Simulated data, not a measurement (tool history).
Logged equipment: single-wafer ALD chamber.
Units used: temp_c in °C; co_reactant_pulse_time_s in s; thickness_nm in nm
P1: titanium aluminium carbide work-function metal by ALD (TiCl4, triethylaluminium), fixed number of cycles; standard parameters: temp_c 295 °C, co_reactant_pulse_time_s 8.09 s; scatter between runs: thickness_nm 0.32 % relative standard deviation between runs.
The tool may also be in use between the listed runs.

run,day,temp_c,co_reactant_pulse_time_s,hours since the last thermocouple change,hours since the last triethylaluminium bottle change,thickness_nm
1,0.483,295,8.09,554.5,263.3,1.867
2,0.967,295,8.09,566.1,274.9,1.8605
3,1.683,272,8.09,583.3,292.1,1.6794
4,2.017,280,10.79,591.3,300.1,1.8195
5,2.679,295,10.93,607.2,316,1.9439
6,3.058,319,8.09,616.3,325.1,2.0594
7,3.7,295,8.09,631.7,340.5,1.8809
8,4.142,271,5.72,642.3,351.1,1.5414
9,4.508,295,8.09,651.1,359.9,1.8688
10,4.946,295,4.07,661.6,370.4,1.4907
11,5.638,295,8.09,678.2,387,1.859
12,6.267,295,8.09,693.3,402.1,1.8512
13,6.729,295,8.09,704.4,413.2,1.8418
14,7.438,295,8.09,721.4,430.2,1.8388
15,7.983,295,8.09,734.5,443.3,1.8444
16,8.321,295,8.09,742.6,451.4,1.8375
17,8.704,295,8.09,751.8,460.6,1.8464
18,9.033,295,8.09,759.7,468.5,1.8426
19,9.438,295,8.09,769.4,478.2,1.8441

Something has made what P1 gives creep away from where it was; the 2 causes below, each at its own stated size, fit the log equally well:
A: triethylaluminium dose below that of a fresh bottle (%) = 8.69
B: wafer temperature below the value expected at the setpoint (K) = 4.07
Creep in the process output first set in at about day 5.638.

Below are 4 check runs, each on a single wafer, with their results shown as question marks. Which of them would tell the listed causes apart, meaning the causes would give clearly different results under it?
check 1,9.842,306,4.18,,,?
check 2,9.842,318,10.75,,,?
check 3,9.842,306,10.39,,,?
check 4,9.842,316,8.09,,,?

Check results expected under each cause:
check,result,if A,if B
check 1,thickness_nm,1.5293,1.5677
check 2,thickness_nm,2.1224,2.1073
check 3,thickness_nm,2.0103,1.9964
check 4,thickness_nm,2.0083,2.0109
Smallest distance between any two causes, each pair judged by its most separating result, in per cent: check 1 2.48 %; check 2 0.71 %; check 3 0.69 %; check 4 0.13 %
Check 1 tells the causes apart: in the others they would give nearly the same result.

With check 1 done, the readings were: thickness_nm 1.5354 nm. Identify which of the listed causes applies.

It is A: triethylaluminium dose below that of a fresh bottle (%).
